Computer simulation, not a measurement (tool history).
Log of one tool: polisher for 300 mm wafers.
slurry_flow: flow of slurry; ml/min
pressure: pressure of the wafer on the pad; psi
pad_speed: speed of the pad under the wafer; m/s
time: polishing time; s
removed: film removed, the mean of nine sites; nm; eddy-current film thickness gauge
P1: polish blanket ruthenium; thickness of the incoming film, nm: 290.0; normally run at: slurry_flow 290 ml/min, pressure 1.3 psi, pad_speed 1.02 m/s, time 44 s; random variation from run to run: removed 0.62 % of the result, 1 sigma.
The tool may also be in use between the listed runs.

run,hour,slurry_flow,pressure,pad_speed,time,wafers polished on this pad,hours since the slurry nozzle was cleaned,hours since the head pressure was calibrated,removed
1,7.4,290,1.3,1.02,44,750,172,957.3,37.017
2,17.7,290,1.3,0.54,44,924,182.3,967.6,19.652
3,28.5,290,1.8,1.02,44,1105,193.1,978.4,50.979
# hour 38.4: head pressure recalibrated
4,40.8,290,1.3,1.02,44,1312,205.4,2.5,37.243
5,55,290,0.7,1.38,44,1551,219.6,16.7,27.148
6,68.7,290,1.3,1.02,44,1781,233.3,30.4,36.928
7,76.6,395,1.3,1.02,44,1914,241.2,38.3,37.888
8,83.6,175,1.3,1.02,44,2031,248.2,45.3,34.946
9,90.7,290,1.3,1.02,67,2151,255.3,52.4,56.106
10,105.6,425,1.3,1.02,31,2401,270.2,67.3,27.103
11,113,290,1.3,1.58,44,2526,277.6,74.7,57.745
12,120.6,290,1.3,1.02,44,2653,285.2,82.3,37.118
13,127.2,290,1.3,1.02,44,2764,291.8,88.9,36.676
14,135.8,290,1.3,1.02,22,2909,300.4,97.5,18.494
15,146.7,290,0.6,1.02,44,3092,311.3,108.4,17.073
16,160.4,290,1.3,1.02,44,3322,325,122.1,37.231
17,169.8,290,1.3,1.02,44,3480,334.4,131.5,36.566
18,181.7,290,1.3,1.02,44,3680,346.3,143.4,35.7
19,189.5,290,1.3,1.02,44,3811,354.1,151.2,35.548
# hour 192.3: worn pad replaced by a new one
20,199.2,290,1.3,1.02,44,116,363.8,160.9,34.924
21,212.6,290,1.3,1.02,44,342,377.2,174.3,35.161
22,227.5,290,1.3,1.02,44,592,392.1,189.2,34.847
23,235.4,290,1.3,1.02,44,725,400,197.1,35.144
24,242.5,290,1.3,1.02,44,844,407.1,204.2,34.861

What P1 gives has crept away from where it was. These 2 causes fit the log equally well, each at the size given:
A: slurry flow missing at the pad, % = 35.8
B: head's pressure below its setpoint, % = 4.97
The creep began at about hour 160.4.
Why every other cause is out:
removal rate lost through wear of the pad, %: serviced at hour 192.3, which brought nothing back

4 check runs are offered, each on 5 wafers whose results are averaged, their results left as question marks. Which one tells the causes apart?
check 1,249.6,290,1.3,0.78,63,,,,?
check 2,249.6,190,1.3,1.02,44,,,,?
check 3,249.6,290,1.3,1.56,44,,,,?
check 4,249.6,290,0.9,0.62,44,,,,?

What each check would give under each cause:
check,result,if A,if B
check 1,removed,38.469,38.47
check 2,removed,32.664,33.483
check 3,removed,53.735,53.735
check 4,removed,14.785,14.785
How far apart the two closest causes lie, in the result that separates them most: check 1 0 %; check 2 2.48 %; check 3 0 %; check 4 0 %
Only check 2 tells the causes apart: in the others they would give nearly the same result.

Then check 2 was run and gave: removed 33.519 nm. Which cause is it?

It is B: head's pressure below its setpoint, %.
